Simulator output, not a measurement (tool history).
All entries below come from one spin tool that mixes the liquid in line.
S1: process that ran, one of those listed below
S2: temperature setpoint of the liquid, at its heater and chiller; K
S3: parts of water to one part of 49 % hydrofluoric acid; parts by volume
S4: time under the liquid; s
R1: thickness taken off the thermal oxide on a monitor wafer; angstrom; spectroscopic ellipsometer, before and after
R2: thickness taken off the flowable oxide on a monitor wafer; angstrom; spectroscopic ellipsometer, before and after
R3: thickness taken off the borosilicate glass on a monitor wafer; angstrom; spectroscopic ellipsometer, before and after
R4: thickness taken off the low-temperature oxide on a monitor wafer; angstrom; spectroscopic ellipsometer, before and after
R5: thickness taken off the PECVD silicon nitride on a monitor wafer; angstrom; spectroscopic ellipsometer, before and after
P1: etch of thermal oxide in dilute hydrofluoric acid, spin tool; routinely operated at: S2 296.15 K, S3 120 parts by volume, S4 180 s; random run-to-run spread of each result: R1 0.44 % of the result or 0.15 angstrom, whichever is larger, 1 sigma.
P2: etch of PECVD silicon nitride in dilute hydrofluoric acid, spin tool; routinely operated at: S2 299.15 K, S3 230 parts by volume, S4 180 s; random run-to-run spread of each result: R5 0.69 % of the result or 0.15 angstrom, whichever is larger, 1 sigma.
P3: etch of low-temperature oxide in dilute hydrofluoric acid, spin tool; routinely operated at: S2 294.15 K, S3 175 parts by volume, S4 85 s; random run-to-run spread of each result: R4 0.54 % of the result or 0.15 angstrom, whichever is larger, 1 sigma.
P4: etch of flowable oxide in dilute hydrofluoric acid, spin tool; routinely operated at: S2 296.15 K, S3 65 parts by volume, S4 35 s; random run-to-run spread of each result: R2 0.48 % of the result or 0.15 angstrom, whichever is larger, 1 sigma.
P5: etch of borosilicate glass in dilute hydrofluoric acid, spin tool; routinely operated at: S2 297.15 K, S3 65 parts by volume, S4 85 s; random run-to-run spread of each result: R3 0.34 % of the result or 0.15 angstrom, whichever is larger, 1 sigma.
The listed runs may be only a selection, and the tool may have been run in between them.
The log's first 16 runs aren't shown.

| run | hour | S1 | S2 | S3 | S4 | R1 | R2 | R3 | R4 | R5 |
|---|---|---|---|---|---|---|---|---|---|---|
| 17 | 59.3 | P1 | 296.15 | 120 | 295 | 99.154 |  |  |  |  |
|  | 61.4 | thermometer replaced |
| 18 | 62.4 | P2 | 299.15 | 230 | 180 |  |  |  |  | 33.253 |
| 19 | 65.9 | P2 | 299.15 | 230 | 15 |  |  |  |  | 2.6846 |
| 20 | 70.1 | P1 | 296.15 | 25 | 180 | 323.13 |  |  |  |  |
| 21 | 73.2 | P5 | 297.15 | 95 | 85 |  |  | 264.72 |  |  |
| 22 | 77.7 | P5 | 301.15 | 65 | 85 |  |  | 470.9 |  |  |
| 23 | 80.1 | P2 | 299.15 | 95 | 180 |  |  |  |  | 81.128 |
| 24 | 83.4 | P1 | 296.15 | 120 | 180 | 60.466 |  |  |  |  |
| 25 | 86.6 | P1 | 296.15 | 120 | 180 | 60.196 |  |  |  |  |
| 26 | 90.4 | P4 | 296.15 | 90 | 35 |  | 228.52 |  |  |  |
| 27 | 94.2 | P4 | 296.15 | 65 | 20 |  | 186.58 |  |  |  |

Predict the results of run 28:
| 28 | 97.7 | P1 | 296.15 | 120 | 180 | ? |  |  |  |  |

For run 28 the tool returned R1 59.399 angstrom.

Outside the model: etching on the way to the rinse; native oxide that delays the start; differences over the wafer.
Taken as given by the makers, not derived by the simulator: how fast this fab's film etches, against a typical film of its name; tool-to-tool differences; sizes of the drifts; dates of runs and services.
